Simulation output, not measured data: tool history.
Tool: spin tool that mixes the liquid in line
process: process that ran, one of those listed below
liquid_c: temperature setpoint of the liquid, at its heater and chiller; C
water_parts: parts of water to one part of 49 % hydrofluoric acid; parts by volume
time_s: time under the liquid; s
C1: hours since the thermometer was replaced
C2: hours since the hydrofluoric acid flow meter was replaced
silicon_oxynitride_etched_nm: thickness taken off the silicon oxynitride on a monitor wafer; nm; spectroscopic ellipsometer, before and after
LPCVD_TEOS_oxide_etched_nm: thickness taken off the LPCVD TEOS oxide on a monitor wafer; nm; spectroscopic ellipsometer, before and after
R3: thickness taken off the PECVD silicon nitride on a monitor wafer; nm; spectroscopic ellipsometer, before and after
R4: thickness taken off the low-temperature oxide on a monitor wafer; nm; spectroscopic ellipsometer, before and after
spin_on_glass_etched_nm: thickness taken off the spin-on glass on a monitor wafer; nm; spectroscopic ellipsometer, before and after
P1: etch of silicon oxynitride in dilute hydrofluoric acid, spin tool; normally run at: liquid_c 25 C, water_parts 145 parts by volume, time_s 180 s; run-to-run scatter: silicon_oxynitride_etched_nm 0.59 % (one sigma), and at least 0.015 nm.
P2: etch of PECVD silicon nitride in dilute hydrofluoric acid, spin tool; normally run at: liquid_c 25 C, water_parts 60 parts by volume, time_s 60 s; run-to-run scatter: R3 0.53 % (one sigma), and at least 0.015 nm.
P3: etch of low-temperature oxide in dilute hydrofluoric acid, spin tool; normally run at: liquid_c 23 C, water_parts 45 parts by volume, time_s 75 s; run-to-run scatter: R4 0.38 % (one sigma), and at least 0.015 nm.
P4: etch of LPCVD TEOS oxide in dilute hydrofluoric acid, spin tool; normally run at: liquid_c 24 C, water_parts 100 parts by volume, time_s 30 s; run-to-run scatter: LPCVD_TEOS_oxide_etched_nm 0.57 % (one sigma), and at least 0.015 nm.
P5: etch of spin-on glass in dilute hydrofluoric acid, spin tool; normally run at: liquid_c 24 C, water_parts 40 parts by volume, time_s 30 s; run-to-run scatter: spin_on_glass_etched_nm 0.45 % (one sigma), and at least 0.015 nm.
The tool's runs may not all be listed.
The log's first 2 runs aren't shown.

{"run": 3, "day": 1.512, "process": "P2", "liquid_c": 25, "water_parts": 35, "time_s": 60, "C1": 1093.5, "C2": 1191.8, "R3": 7.1251}
{"run": 4, "day": 2.038, "process": "P3", "liquid_c": 23, "water_parts": 45, "time_s": 75, "C1": 1106.1, "C2": 1204.4, "R4": 46.272}
{"run": 5, "day": 2.604, "process": "P1", "liquid_c": 25, "water_parts": 145, "time_s": 180, "C1": 1119.7, "C2": 1218.0, "silicon_oxynitride_etched_nm": 3.4411}
{"run": 6, "day": 2.988, "process": "P2", "liquid_c": 25, "water_parts": 60, "time_s": 60, "C1": 1128.9, "C2": 1227.2, "R3": 4.205}
{"run": 7, "day": 3.346, "process": "P5", "liquid_c": 24, "water_parts": 40, "time_s": 30, "C1": 1137.5, "C2": 1235.8, "spin_on_glass_etched_nm": 55.704}
{"run": 8, "day": 3.742, "process": "P3", "liquid_c": 23, "water_parts": 45, "time_s": 150, "C1": 1147.0, "C2": 1245.3, "R4": 92.565}
{"run": 9, "day": 4.375, "process": "P1", "liquid_c": 25, "water_parts": 145, "time_s": 15, "C1": 1162.2, "C2": 1260.5, "silicon_oxynitride_etched_nm": 0.32249}
{"run": 10, "day": 4.838, "process": "P5", "liquid_c": 24, "water_parts": 40, "time_s": 30, "C1": 1173.3, "C2": 1271.6, "spin_on_glass_etched_nm": 55.493}
{"run": 11, "day": 5.388, "process": "P4", "liquid_c": 24, "water_parts": 25, "time_s": 30, "C1": 1186.5, "C2": 1284.8, "LPCVD_TEOS_oxide_etched_nm": 30.764}
{"run": 12, "day": 5.75, "process": "P3", "liquid_c": 17, "water_parts": 45, "time_s": 75, "C1": 1195.2, "C2": 1293.5, "R4": 35.672}
{"run": 13, "day": 6.488, "process": "P1", "liquid_c": 32, "water_parts": 145, "time_s": 180, "C1": 1212.9, "C2": 1311.2, "silicon_oxynitride_etched_nm": 4.6078}
{"run": 14, "day": 6.875, "process": "P1", "liquid_c": 25, "water_parts": 55, "time_s": 180, "C1": 1222.2, "C2": 1320.5, "silicon_oxynitride_etched_nm": 9.7673}
{"run": 15, "day": 7.296, "process": "P4", "liquid_c": 24, "water_parts": 100, "time_s": 30, "C1": 1232.3, "C2": 1330.6, "LPCVD_TEOS_oxide_etched_nm": 6.9699}
{"run": 16, "day": 7.733, "process": "P1", "liquid_c": 25, "water_parts": 145, "time_s": 180, "C1": 1242.8, "C2": 1341.1, "silicon_oxynitride_etched_nm": 3.4615}
{"run": 17, "day": 8.304, "process": "P5", "liquid_c": 24, "water_parts": 60, "time_s": 30, "C1": 1256.5, "C2": 1354.8, "spin_on_glass_etched_nm": 35.837}
{"run": 18, "day": 9.05, "process": "P3", "liquid_c": 23, "water_parts": 60, "time_s": 75, "C1": 1274.4, "C2": 1372.7, "R4": 34.066}
{"run": 19, "day": 9.517, "process": "P1", "liquid_c": 25, "water_parts": 145, "time_s": 180, "C1": 1285.6, "C2": 1383.9, "silicon_oxynitride_etched_nm": 3.4021}
{"run": 20, "day": 10.129, "process": "P1", "liquid_c": 25, "water_parts": 145, "time_s": 180, "C1": 1300.3, "C2": 1398.6, "silicon_oxynitride_etched_nm": 3.3905}
{"run": 21, "day": 10.758, "process": "P1", "liquid_c": 25, "water_parts": 145, "time_s": 180, "C1": 1315.4, "C2": 1413.7, "silicon_oxynitride_etched_nm": 3.4189}

The next listed run, before its measurement:
{"run": 22, "day": 11.358, "process": "P2", "liquid_c": 25, "water_parts": 60, "time_s": 120, "C1": 1329.8, "C2": 1428.1, "R3": "?"}

{"run 22": {"R3": 8.4619}}
